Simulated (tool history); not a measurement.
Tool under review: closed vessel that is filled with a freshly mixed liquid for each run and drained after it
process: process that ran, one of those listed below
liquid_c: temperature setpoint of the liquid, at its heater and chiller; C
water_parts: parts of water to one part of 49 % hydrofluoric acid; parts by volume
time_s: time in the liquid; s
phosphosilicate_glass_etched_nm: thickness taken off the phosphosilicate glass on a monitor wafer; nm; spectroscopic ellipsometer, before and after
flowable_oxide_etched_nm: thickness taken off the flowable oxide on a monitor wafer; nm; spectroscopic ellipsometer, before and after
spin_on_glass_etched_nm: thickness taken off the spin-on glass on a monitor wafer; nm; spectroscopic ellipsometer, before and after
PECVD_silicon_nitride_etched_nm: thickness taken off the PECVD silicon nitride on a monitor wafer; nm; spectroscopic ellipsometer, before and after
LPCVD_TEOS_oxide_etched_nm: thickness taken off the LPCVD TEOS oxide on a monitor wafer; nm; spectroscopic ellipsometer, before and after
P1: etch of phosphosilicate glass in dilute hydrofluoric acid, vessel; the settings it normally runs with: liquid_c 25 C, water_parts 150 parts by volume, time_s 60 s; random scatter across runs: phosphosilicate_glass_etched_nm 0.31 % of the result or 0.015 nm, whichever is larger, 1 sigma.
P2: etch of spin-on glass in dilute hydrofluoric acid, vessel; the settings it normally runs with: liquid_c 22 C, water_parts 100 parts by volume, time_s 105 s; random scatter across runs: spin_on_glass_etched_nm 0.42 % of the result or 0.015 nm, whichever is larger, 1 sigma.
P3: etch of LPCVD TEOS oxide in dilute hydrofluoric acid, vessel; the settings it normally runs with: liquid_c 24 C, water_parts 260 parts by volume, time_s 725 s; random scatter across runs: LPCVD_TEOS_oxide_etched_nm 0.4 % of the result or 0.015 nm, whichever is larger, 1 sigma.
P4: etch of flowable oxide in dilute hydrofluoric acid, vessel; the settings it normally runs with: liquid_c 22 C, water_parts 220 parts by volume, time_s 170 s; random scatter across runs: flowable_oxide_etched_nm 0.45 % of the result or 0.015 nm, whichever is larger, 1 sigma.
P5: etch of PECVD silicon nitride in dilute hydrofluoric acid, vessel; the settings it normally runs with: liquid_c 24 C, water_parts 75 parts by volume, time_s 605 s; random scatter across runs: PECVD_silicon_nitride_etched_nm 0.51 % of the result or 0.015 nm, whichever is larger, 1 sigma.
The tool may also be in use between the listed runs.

| run | hour | process | liquid_c | water_parts | time_s | hours since the thermometer was replaced | hours since the hydrofluoric acid flow meter was replaced | phosphosilicate_glass_etched_nm | flowable_oxide_etched_nm | spin_on_glass_etched_nm | PECVD_silicon_nitride_etched_nm | LPCVD_TEOS_oxide_etched_nm |
|---|---|---|---|---|---|---|---|---|---|---|---|---|
| 1 | 7.6 | P1 | 25 | 150 | 60 | 116.9 | 780.2 | 23.016 |  |  |  |  |
| 2 | 15.3 | P1 | 25 | 150 | 60 | 124.6 | 787.9 | 23.022 |  |  |  |  |
| 3 | 23.1 | P4 | 22 | 220 | 170 | 132.4 | 795.7 |  | 20.403 |  |  |  |
| 4 | 28.3 | P2 | 17 | 100 | 105 | 137.6 | 800.9 |  |  | 28.835 |  |  |
| 5 | 37.2 | P4 | 30 | 220 | 170 | 146.5 | 809.8 |  | 27.093 |  |  |  |
|  | 46.7 | thermometer replaced |
| 6 | 47.4 | P1 | 25 | 150 | 60 | 0.7 | 820 | 23.098 |  |  |  |  |
| 7 | 55.5 | P1 | 25 | 150 | 30 | 8.8 | 828.1 | 11.533 |  |  |  |  |
| 8 | 66.6 | P5 | 17 | 75 | 605 | 19.9 | 839.2 |  |  |  | 27.971 |  |
| 9 | 75.2 | P3 | 24 | 60 | 725 | 28.5 | 847.8 |  |  |  |  | 307.69 |
| 10 | 84.7 | P1 | 17 | 150 | 60 | 38 | 857.3 | 16.799 |  |  |  |  |
| 11 | 90.4 | P2 | 22 | 100 | 30 | 43.7 | 863 |  |  | 10.134 |  |  |
| 12 | 95.9 | P2 | 22 | 160 | 105 | 49.2 | 868.5 |  |  | 20.709 |  |  |
| 13 | 101.5 | P1 | 25 | 150 | 60 | 54.8 | 874.1 | 22.897 |  |  |  |  |
| 14 | 107 | P2 | 22 | 100 | 105 | 60.3 | 879.6 |  |  | 35.585 |  |  |
| 15 | 118.3 | P1 | 29.5 | 150 | 60 | 71.6 | 890.9 | 27.363 |  |  |  |  |
| 16 | 127.7 | P5 | 24 | 40 | 605 | 81 | 900.3 |  |  |  | 84.399 |  |
| 17 | 138.1 | P5 | 24 | 75 | 80 | 91.4 | 910.7 |  |  |  | 5.9246 |  |
| 18 | 147.9 | P4 | 22 | 95 | 170 | 101.2 | 920.5 |  | 54.056 |  |  |  |
| 19 | 154.6 | P4 | 22 | 220 | 30 | 107.9 | 927.2 |  | 3.6186 |  |  |  |
| 20 | 164 | P1 | 25 | 150 | 60 | 117.3 | 936.6 | 23.085 |  |  |  |  |
| 21 | 170.2 | P3 | 24 | 260 | 325 | 123.5 | 942.8 |  |  |  |  | 25.368 |
| 22 | 175.6 | P1 | 25 | 30 | 60 | 128.9 | 948.2 | 134.79 |  |  |  |  |
|  | 176.2 | hydrofluoric acid flow meter replaced |
| 23 | 184.5 | P1 | 25 | 50 | 105 | 137.8 | 8.3 | 137.14 |  |  |  |  |
| 24 | 190.4 | P3 | 24 | 260 | 725 | 143.7 | 14.2 |  |  |  |  | 56.495 |
| 25 | 201.7 | P3 | 19.5 | 260 | 725 | 155 | 25.5 |  |  |  |  | 48.079 |
| 26 | 212.3 | P5 | 24 | 75 | 605 | 165.6 | 36.1 |  |  |  | 45.51 |  |
| 27 | 222.6 | P1 | 25 | 150 | 60 | 175.9 | 46.4 | 23.187 |  |  |  |  |
| 28 | 229.6 | P1 | 25 | 205 | 30 | 182.9 | 53.4 | 7.9176 |  |  |  |  |
| 29 | 239.6 | P1 | 25 | 250 | 60 | 192.9 | 63.4 | 12.365 |  |  |  |  |
| 30 | 244.9 | P1 | 25 | 150 | 110 | 198.2 | 68.7 | 42.351 |  |  |  |  |
| 31 | 253.4 | P1 | 25 | 150 | 60 | 206.7 | 77.2 | 23.012 |  |  |  |  |
| 32 | 260.5 | P1 | 25 | 150 | 60 | 213.8 | 84.3 | 23.628 |  |  |  |  |
| 33 | 271.9 | P1 | 25 | 150 | 60 | 225.2 | 95.7 | 24.101 |  |  |  |  |
| 34 | 280.8 | P1 | 25 | 150 | 60 | 234.1 | 104.6 | 24.469 |  |  |  |  |
| 35 | 290.6 | P1 | 25 | 150 | 60 | 243.9 | 114.4 | 24.477 |  |  |  |  |
| 36 | 297.6 | P1 | 25 | 150 | 60 | 250.9 | 121.4 | 24.634 |  |  |  |  |
| 37 | 302.7 | P1 | 25 | 150 | 60 | 256 | 126.5 | 24.603 |  |  |  |  |
| 38 | 309.9 | P1 | 25 | 150 | 60 | 263.2 | 133.7 | 24.521 |  |  |  |  |

P1 no longer gives what it gave before; its output has crept away from where it was. The following 2 causes, each at its listed size, fit the log equally well:
A: hydrofluoric acid flow above the setpoint (%) = 5.69
B: liquid hotter than its thermometer reads (K) = 1.73
At approximately hour 253.4, the process output began to creep.

Of the 4 check runs listed below, each run on one wafer and each result written as a question mark, which would let you distinguish the listed causes because they would give clearly different results?
| check 1 | 317.1 | P4 | 26 | 220 | 55 |  |  |  | ? |  |  |  |
| check 2 | 317.1 | P2 | 17.5 | 155 | 105 |  |  |  |  | ? |  |  |
| check 3 | 317.1 | P3 | 24 | 100 | 725 |  |  |  |  |  |  | ? |
| check 4 | 317.1 | P5 | 21 | 75 | 185 |  |  |  |  |  | ? |  |

Expected result of each check under each candidate cause:
| check | result | if A | if B |
|---|---|---|---|
| check 1 | flowable_oxide_etched_nm | 8.188 | 8.1281 |
| check 2 | spin_on_glass_etched_nm | 19.132 | 19.252 |
| check 3 | LPCVD_TEOS_oxide_etched_nm | 187.13 | 188.27 |
| check 4 | PECVD_silicon_nitride_etched_nm | 11.937 | 12.715 |
Distance between the nearest two causes, measured in the result of the check that separates them most: check 1 0.73 %; check 2 0.63 %; check 3 0.61 %; check 4 6.31 %
Check 4 is the one run that separates the causes; every other check would come out nearly the same whichever cause is at work.

After running check 4, the following was obtained: PECVD_silicon_nitride_etched_nm 12.013 nm. Which cause does this point to?

It was cause A: hydrofluoric acid flow above the setpoint (%).

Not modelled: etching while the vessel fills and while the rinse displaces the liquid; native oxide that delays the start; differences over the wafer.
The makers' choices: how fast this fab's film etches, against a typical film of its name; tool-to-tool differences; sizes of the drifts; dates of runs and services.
